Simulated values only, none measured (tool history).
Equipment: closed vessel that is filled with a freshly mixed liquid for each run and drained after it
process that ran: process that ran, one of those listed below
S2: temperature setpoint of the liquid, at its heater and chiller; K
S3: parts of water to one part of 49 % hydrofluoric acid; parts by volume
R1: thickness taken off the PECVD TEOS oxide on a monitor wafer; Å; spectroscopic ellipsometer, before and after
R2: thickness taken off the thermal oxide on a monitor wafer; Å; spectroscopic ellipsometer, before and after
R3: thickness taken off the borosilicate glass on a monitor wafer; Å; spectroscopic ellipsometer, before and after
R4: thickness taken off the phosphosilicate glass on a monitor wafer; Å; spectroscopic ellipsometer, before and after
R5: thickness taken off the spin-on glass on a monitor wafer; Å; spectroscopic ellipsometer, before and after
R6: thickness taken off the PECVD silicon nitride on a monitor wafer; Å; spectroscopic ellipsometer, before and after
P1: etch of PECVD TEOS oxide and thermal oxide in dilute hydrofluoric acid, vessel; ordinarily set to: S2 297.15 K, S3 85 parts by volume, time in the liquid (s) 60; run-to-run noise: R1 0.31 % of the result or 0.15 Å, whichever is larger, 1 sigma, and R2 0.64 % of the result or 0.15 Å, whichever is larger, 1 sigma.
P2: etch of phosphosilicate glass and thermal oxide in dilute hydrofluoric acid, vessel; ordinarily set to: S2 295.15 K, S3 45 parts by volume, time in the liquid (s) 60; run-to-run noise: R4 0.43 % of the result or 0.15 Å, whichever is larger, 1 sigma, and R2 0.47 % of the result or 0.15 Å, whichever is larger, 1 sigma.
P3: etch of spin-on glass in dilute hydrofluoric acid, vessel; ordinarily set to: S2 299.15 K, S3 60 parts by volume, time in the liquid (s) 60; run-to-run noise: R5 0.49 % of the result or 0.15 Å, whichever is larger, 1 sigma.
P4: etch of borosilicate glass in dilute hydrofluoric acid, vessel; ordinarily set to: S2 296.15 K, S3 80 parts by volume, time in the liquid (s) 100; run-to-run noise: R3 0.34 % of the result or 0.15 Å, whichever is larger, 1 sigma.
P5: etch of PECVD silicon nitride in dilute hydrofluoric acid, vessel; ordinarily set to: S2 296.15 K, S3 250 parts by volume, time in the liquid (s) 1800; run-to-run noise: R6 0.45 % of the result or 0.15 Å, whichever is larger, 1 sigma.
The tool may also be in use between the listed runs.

run 1 hour=7.4 | process_that_ran=P1 S2=297.15 S3=85 time_in_the_liquid_(s)=60 | R1=124.040 R2=33.752
run 2 hour=12.2 | process_that_ran=P1 S2=291.65 S3=85 time_in_the_liquid_(s)=60 | R1=99.136 R2=26.820
run 3 hour=19.0 | process_that_ran=P4 S2=296.15 S3=80 time_in_the_liquid_(s)=50 | R3=149.06
-- hour=23.7 thermometer replaced
run 4 hour=24.7 | process_that_ran=P1 S2=303.15 S3=85 time_in_the_liquid_(s)=115 | R1=300.120 R2=81.818
run 5 hour=31.6 | process_that_ran=P1 S2=291.15 S3=135 time_in_the_liquid_(s)=60 | R1=58.589 R2=15.828
run 6 hour=38.7 | process_that_ran=P2 S2=295.15 S3=20 time_in_the_liquid_(s)=60 | R2=137.960 R4=2796.2
run 7 hour=45.8 | process_that_ran=P1 S2=297.15 S3=20 time_in_the_liquid_(s)=60 | R1=575.380 R2=157.940
run 8 hour=53.0 | process_that_ran=P1 S2=297.15 S3=85 time_in_the_liquid_(s)=60 | R1=125.030 R2=33.756
run 9 hour=58.0 | process_that_ran=P3 S2=299.15 S3=60 time_in_the_liquid_(s)=30 | R5=123.28
run 10 hour=64.3 | process_that_ran=P3 S2=299.15 S3=100 time_in_the_liquid_(s)=60 | R5=141.24
run 11 hour=68.9 | process_that_ran=P5 S2=296.15 S3=250 time_in_the_liquid_(s)=225 | R6=14.403
run 12 hour=73.5 | process_that_ran=P1 S2=297.15 S3=85 time_in_the_liquid_(s)=60 | R1=124.060 R2=33.820
run 13 hour=80.4 | process_that_ran=P5 S2=296.15 S3=440 time_in_the_liquid_(s)=1800 | R6=66.417
run 14 hour=83.6 | process_that_ran=P1 S2=297.15 S3=85 time_in_the_liquid_(s)=85 | R1=176.320 R2=48.424
run 15 hour=88.9 | process_that_ran=P1 S2=297.15 S3=85 time_in_the_liquid_(s)=60 | R1=123.750 R2=34.139
run 16 hour=95.6 | process_that_ran=P5 S2=300.15 S3=250 time_in_the_liquid_(s)=1800 | R6=148.140
run 17 hour=99.4 | process_that_ran=P4 S2=290.15 S3=80 time_in_the_liquid_(s)=100 | R3=231.56
run 18 hour=106.4 | process_that_ran=P1 S2=297.15 S3=150 time_in_the_liquid_(s)=60 | R1=65.187 R2=17.677
run 19 hour=111.9 | process_that_ran=P2 S2=295.15 S3=45 time_in_the_liquid_(s)=105 | R2=103.520 R4=2091.5
run 20 hour=116.7 | process_that_ran=P1 S2=297.15 S3=85 time_in_the_liquid_(s)=60 | R1=124.160 R2=34.061
run 21 hour=120.6 | process_that_ran=P4 S2=296.15 S3=140 time_in_the_liquid_(s)=100 | R3=158.55
run 22 hour=124.3 | process_that_ran=P3 S2=299.15 S3=60 time_in_the_liquid_(s)=60 | R5=245.69
run 23 hour=131.3 | process_that_ran=P4 S2=296.15 S3=80 time_in_the_liquid_(s)=100 | R3=295.96
run 24 hour=136.1 | process_that_ran=P5 S2=296.15 S3=250 time_in_the_liquid_(s)=1800 | R6=114.550
run 25 hour=143.3 | process_that_ran=P2 S2=295.15 S3=45 time_in_the_liquid_(s)=60 | R2=58.628 R4=1187.8
run 26 hour=150.2 | process_that_ran=P3 S2=303.15 S3=60 time_in_the_liquid_(s)=60 | R5=288.54
run 27 hour=153.6 | process_that_ran=P1 S2=297.15 S3=135 time_in_the_liquid_(s)=115 | R1=141.290 R2=38.167
run 28 hour=160.2 | process_that_ran=P2 S2=295.15 S3=45 time_in_the_liquid_(s)=60 | R2=59.363 R4=1190.6
run 29 hour=165.2 | process_that_ran=P1 S2=305.15 S3=85 time_in_the_liquid_(s)=60 | R1=169.670 R2=45.785
run 30 hour=169.1 | process_that_ran=P1 S2=297.15 S3=85 time_in_the_liquid_(s)=30 | R1=62.507 R2=16.940
run 31 hour=174.3 | process_that_ran=P2 S2=303.15 S3=45 time_in_the_liquid_(s)=60 | R2=82.062 R4=1656.3
run 32 hour=178.9 | process_that_ran=P1 S2=297.15 S3=85 time_in_the_liquid_(s)=60 | R1=124.260 R2=34.193
run 33 hour=183.5 | process_that_ran=P1 S2=297.15 S3=85 time_in_the_liquid_(s)=60 | R1=126.150 R2=34.771
run 34 hour=190.5 | process_that_ran=P1 S2=297.15 S3=85 time_in_the_liquid_(s)=60 | R1=129.340 R2=34.873
run 35 hour=194.4 | process_that_ran=P1 S2=297.15 S3=85 time_in_the_liquid_(s)=60 | R1=129.320 R2=34.693
run 36 hour=198.6 | process_that_ran=P1 S2=297.15 S3=85 time_in_the_liquid_(s)=60 | R1=130.540 R2=35.999
run 37 hour=203.0 | process_that_ran=P1 S2=297.15 S3=85 time_in_the_liquid_(s)=60 | R1=130.070 R2=35.400
run 38 hour=209.3 | process_that_ran=P1 S2=297.15 S3=85 time_in_the_liquid_(s)=60 | R1=130.810 R2=35.701
run 39 hour=216.4 | process_that_ran=P1 S2=297.15 S3=85 time_in_the_liquid_(s)=60 | R1=131.690 R2=35.947
run 40 hour=223.7 | process_that_ran=P1 S2=297.15 S3=85 time_in_the_liquid_(s)=60 | R1=132.430 R2=35.825

The next listed run, before its measurement:
run 41 hour=229.5 | process_that_ran=P1 S2=297.15 S3=85 time_in_the_liquid_(s)=60 | R1=? R2=?

Run 41 measured R1 132.680 Å, R2 35.839 Å.

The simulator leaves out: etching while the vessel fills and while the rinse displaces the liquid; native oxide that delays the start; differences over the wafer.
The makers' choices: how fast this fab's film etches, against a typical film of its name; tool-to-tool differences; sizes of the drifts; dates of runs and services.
